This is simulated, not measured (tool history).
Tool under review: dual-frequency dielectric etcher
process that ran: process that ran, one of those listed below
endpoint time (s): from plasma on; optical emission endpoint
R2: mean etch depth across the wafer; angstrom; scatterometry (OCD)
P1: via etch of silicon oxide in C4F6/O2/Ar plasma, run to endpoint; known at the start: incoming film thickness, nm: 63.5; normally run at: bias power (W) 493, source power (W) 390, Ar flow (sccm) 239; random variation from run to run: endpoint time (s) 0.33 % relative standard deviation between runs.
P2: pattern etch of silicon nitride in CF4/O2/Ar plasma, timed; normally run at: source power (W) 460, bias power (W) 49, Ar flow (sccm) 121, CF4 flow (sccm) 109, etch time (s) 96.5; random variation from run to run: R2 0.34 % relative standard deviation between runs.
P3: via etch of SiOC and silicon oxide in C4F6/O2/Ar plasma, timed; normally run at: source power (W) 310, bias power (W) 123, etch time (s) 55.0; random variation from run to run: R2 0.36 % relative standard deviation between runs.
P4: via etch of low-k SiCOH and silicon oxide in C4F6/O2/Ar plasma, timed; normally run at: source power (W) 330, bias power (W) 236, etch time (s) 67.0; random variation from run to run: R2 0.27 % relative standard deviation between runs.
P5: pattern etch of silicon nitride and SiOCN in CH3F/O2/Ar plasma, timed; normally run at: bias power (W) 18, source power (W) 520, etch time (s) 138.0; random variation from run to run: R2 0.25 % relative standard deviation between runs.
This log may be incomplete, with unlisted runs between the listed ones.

run 1 hour=9.4 | process_that_ran=P1 bias_power_(W)=493 source_power_(W)=390 Ar_flow_(sccm)=239 | endpoint_time_(s)=13.598
run 2 hour=20.1 | process_that_ran=P1 bias_power_(W)=493 source_power_(W)=390 Ar_flow_(sccm)=239 | endpoint_time_(s)=13.646
run 3 hour=30.5 | process_that_ran=P4 bias_power_(W)=236 source_power_(W)=330 etch_time_(s)=42.5 | R2=1180.10
run 4 hour=41.5 | process_that_ran=P2 bias_power_(W)=49 source_power_(W)=460 Ar_flow_(sccm)=121 etch_time_(s)=129.5 CF4_flow_(sccm)=109 | R2=2203.30
run 5 hour=53.1 | process_that_ran=P1 bias_power_(W)=493 source_power_(W)=520 Ar_flow_(sccm)=239 | endpoint_time_(s)=12.310
run 6 hour=61.2 | process_that_ran=P1 bias_power_(W)=493 source_power_(W)=310 Ar_flow_(sccm)=239 | endpoint_time_(s)=14.846
run 7 hour=68.3 | process_that_ran=P2 bias_power_(W)=49 source_power_(W)=460 Ar_flow_(sccm)=121 etch_time_(s)=96.5 CF4_flow_(sccm)=76 | R2=1557.30
run 8 hour=76.5 | process_that_ran=P1 bias_power_(W)=493 source_power_(W)=390 Ar_flow_(sccm)=239 | endpoint_time_(s)=13.575
run 9 hour=83.3 | process_that_ran=P4 bias_power_(W)=236 source_power_(W)=330 etch_time_(s)=67.0 | R2=1856.30
run 10 hour=91.1 | process_that_ran=P3 bias_power_(W)=159 source_power_(W)=310 etch_time_(s)=55.0 | R2=539.15
run 11 hour=104.3 | process_that_ran=P2 bias_power_(W)=49 source_power_(W)=460 Ar_flow_(sccm)=121 etch_time_(s)=96.5 CF4_flow_(sccm)=109 | R2=1640.20
run 12 hour=112.7 | process_that_ran=P3 bias_power_(W)=123 source_power_(W)=310 etch_time_(s)=55.0 | R2=498.09
run 13 hour=124.0 | process_that_ran=P4 bias_power_(W)=331 source_power_(W)=330 etch_time_(s)=67.0 | R2=2083.00
run 14 hour=131.8 | process_that_ran=P3 bias_power_(W)=123 source_power_(W)=440 etch_time_(s)=55.0 | R2=571.91
run 15 hour=146.0 | process_that_ran=P1 bias_power_(W)=493 source_power_(W)=390 Ar_flow_(sccm)=239 | endpoint_time_(s)=13.670
run 16 hour=159.7 | process_that_ran=P3 bias_power_(W)=123 source_power_(W)=310 etch_time_(s)=55.0 | R2=499.85
run 17 hour=170.6 | process_that_ran=P1 bias_power_(W)=493 source_power_(W)=390 Ar_flow_(sccm)=239 | endpoint_time_(s)=13.648
run 18 hour=178.7 | process_that_ran=P2 bias_power_(W)=59 source_power_(W)=460 Ar_flow_(sccm)=121 etch_time_(s)=96.5 CF4_flow_(sccm)=109 | R2=1759.60
run 19 hour=185.0 | process_that_ran=P1 bias_power_(W)=493 source_power_(W)=390 Ar_flow_(sccm)=316 | endpoint_time_(s)=14.123
run 20 hour=195.3 | process_that_ran=P2 bias_power_(W)=49 source_power_(W)=650 Ar_flow_(sccm)=121 etch_time_(s)=96.5 CF4_flow_(sccm)=109 | R2=2233.70
run 21 hour=201.5 | process_that_ran=P2 bias_power_(W)=49 source_power_(W)=460 Ar_flow_(sccm)=160 etch_time_(s)=96.5 CF4_flow_(sccm)=109 | R2=1584.30
run 22 hour=210.7 | process_that_ran=P3 bias_power_(W)=123 source_power_(W)=310 etch_time_(s)=79.5 | R2=719.94
run 23 hour=223.1 | process_that_ran=P5 bias_power_(W)=18 source_power_(W)=520 etch_time_(s)=98.0 | R2=130.93
run 24 hour=235.9 | process_that_ran=P4 bias_power_(W)=236 source_power_(W)=460 etch_time_(s)=67.0 | R2=2103.50
run 25 hour=247.2 | process_that_ran=P5 bias_power_(W)=18 source_power_(W)=520 etch_time_(s)=138.0 | R2=184.85
run 26 hour=259.5 | process_that_ran=P2 bias_power_(W)=49 source_power_(W)=460 Ar_flow_(sccm)=121 etch_time_(s)=96.5 CF4_flow_(sccm)=109 | R2=1639.90
run 27 hour=267.8 | process_that_ran=P1 bias_power_(W)=622 source_power_(W)=390 Ar_flow_(sccm)=239 | endpoint_time_(s)=12.525
run 28 hour=277.9 | process_that_ran=P4 bias_power_(W)=236 source_power_(W)=330 etch_time_(s)=67.0 | R2=1853.00
run 29 hour=290.6 | process_that_ran=P1 bias_power_(W)=493 source_power_(W)=390 Ar_flow_(sccm)=139 | endpoint_time_(s)=12.864
run 30 hour=299.0 | process_that_ran=P1 bias_power_(W)=315 source_power_(W)=390 Ar_flow_(sccm)=239 | endpoint_time_(s)=16.076
run 31 hour=310.0 | process_that_ran=P1 bias_power_(W)=401 source_power_(W)=390 Ar_flow_(sccm)=331 | endpoint_time_(s)=15.302
-- hour=315.1 bias power generator calibrated
run 32 hour=316.9 | process_that_ran=P5 bias_power_(W)=18 source_power_(W)=520 etch_time_(s)=138.0 | R2=184.61
run 33 hour=330.4 | process_that_ran=P5 bias_power_(W)=13 source_power_(W)=520 etch_time_(s)=138.0 | R2=161.55
run 34 hour=339.8 | process_that_ran=P1 bias_power_(W)=493 source_power_(W)=240 Ar_flow_(sccm)=305 | endpoint_time_(s)=16.764
run 35 hour=351.2 | process_that_ran=P5 bias_power_(W)=18 source_power_(W)=310 etch_time_(s)=138.0 | R2=153.57
run 36 hour=363.8 | process_that_ran=P1 bias_power_(W)=493 source_power_(W)=390 Ar_flow_(sccm)=239 | endpoint_time_(s)=13.625
run 37 hour=377.7 | process_that_ran=P1 bias_power_(W)=493 source_power_(W)=390 Ar_flow_(sccm)=239 | endpoint_time_(s)=13.689
run 38 hour=384.2 | process_that_ran=P1 bias_power_(W)=493 source_power_(W)=390 Ar_flow_(sccm)=239 | endpoint_time_(s)=13.740
run 39 hour=397.2 | process_that_ran=P1 bias_power_(W)=493 source_power_(W)=390 Ar_flow_(sccm)=239 | endpoint_time_(s)=13.778
run 40 hour=410.7 | process_that_ran=P1 bias_power_(W)=493 source_power_(W)=390 Ar_flow_(sccm)=239 | endpoint_time_(s)=13.850
-- hour=413.3 Ar flow controller replaced
-- hour=420.0 wet clean of the chamber
run 41 hour=420.5 | process_that_ran=P1 bias_power_(W)=493 source_power_(W)=390 Ar_flow_(sccm)=239 | endpoint_time_(s)=13.841
run 42 hour=432.5 | process_that_ran=P1 bias_power_(W)=493 source_power_(W)=390 Ar_flow_(sccm)=239 | endpoint_time_(s)=13.898
run 43 hour=444.9 | process_that_ran=P1 bias_power_(W)=493 source_power_(W)=390 Ar_flow_(sccm)=239 | endpoint_time_(s)=13.965
run 44 hour=458.7 | process_that_ran=P1 bias_power_(W)=493 source_power_(W)=390 Ar_flow_(sccm)=239 | endpoint_time_(s)=13.869
run 45 hour=468.2 | process_that_ran=P1 bias_power_(W)=493 source_power_(W)=390 Ar_flow_(sccm)=239 | endpoint_time_(s)=13.868

What P1 gives has crept off from where it sat before. The 2 causes that follow fit the log equally well, each at the size noted:
A: bias power that arrives under what is set, % = 4.28
B: source power that arrives under what is set, % = 4.32
At approximately hour 363.8, the process output began to creep.
The rest of the possible causes, and what rules out each one:
chamber walls in a state that lowers the etch rate, %: its service at hour 420.0 followed the start of the drift and did not put the process back to its old value
Ar flow that arrives over what is set, %: its service at hour 413.3 followed the start of the drift and did not put the process back to its old value

The 4 check runs listed below each average the results of 2 wafers, and their outcomes are marked with question marks. Under which run would the listed causes produce clearly different results?
run check 1 hour=477.7 | process_that_ran=P4 bias_power_(W)=236 source_power_(W)=400 etch_time_(s)=67.0 | R2=?
run check 2 hour=477.7 | process_that_ran=P3 bias_power_(W)=123 source_power_(W)=440 etch_time_(s)=73.5 | R2=?
run check 3 hour=477.7 | process_that_ran=P2 bias_power_(W)=49 source_power_(W)=460 Ar_flow_(sccm)=121 etch_time_(s)=96.5 CF4_flow_(sccm)=77 | R2=?
run check 4 hour=477.7 | process_that_ran=P5 bias_power_(W)=18 source_power_(W)=350 etch_time_(s)=102.5 | R2=?

What each check would give under each cause:
check=check_1 result=R2 if_A=1964.60 if_B=1959.90
check=check_2 result=R2 if_A=757.24 if_B=753.60
check=check_3 result=R2 if_A=1542.80 if_B=1511.10
check=check_4 result=R2 if_A=116.97 if_B=117.34
Smallest distance between any two causes, each pair judged by its most separating result, in per cent: check 1 0.24 %; check 2 0.48 %; check 3 2.08 %; check 4 0.32 %
Only check 3 tells the causes apart: in the others they would give nearly the same result.

With check 3 done, the readings were: R2 1511.70 angstrom. Identify which of the listed causes applies.

It was cause B: source power that arrives under what is set, %.
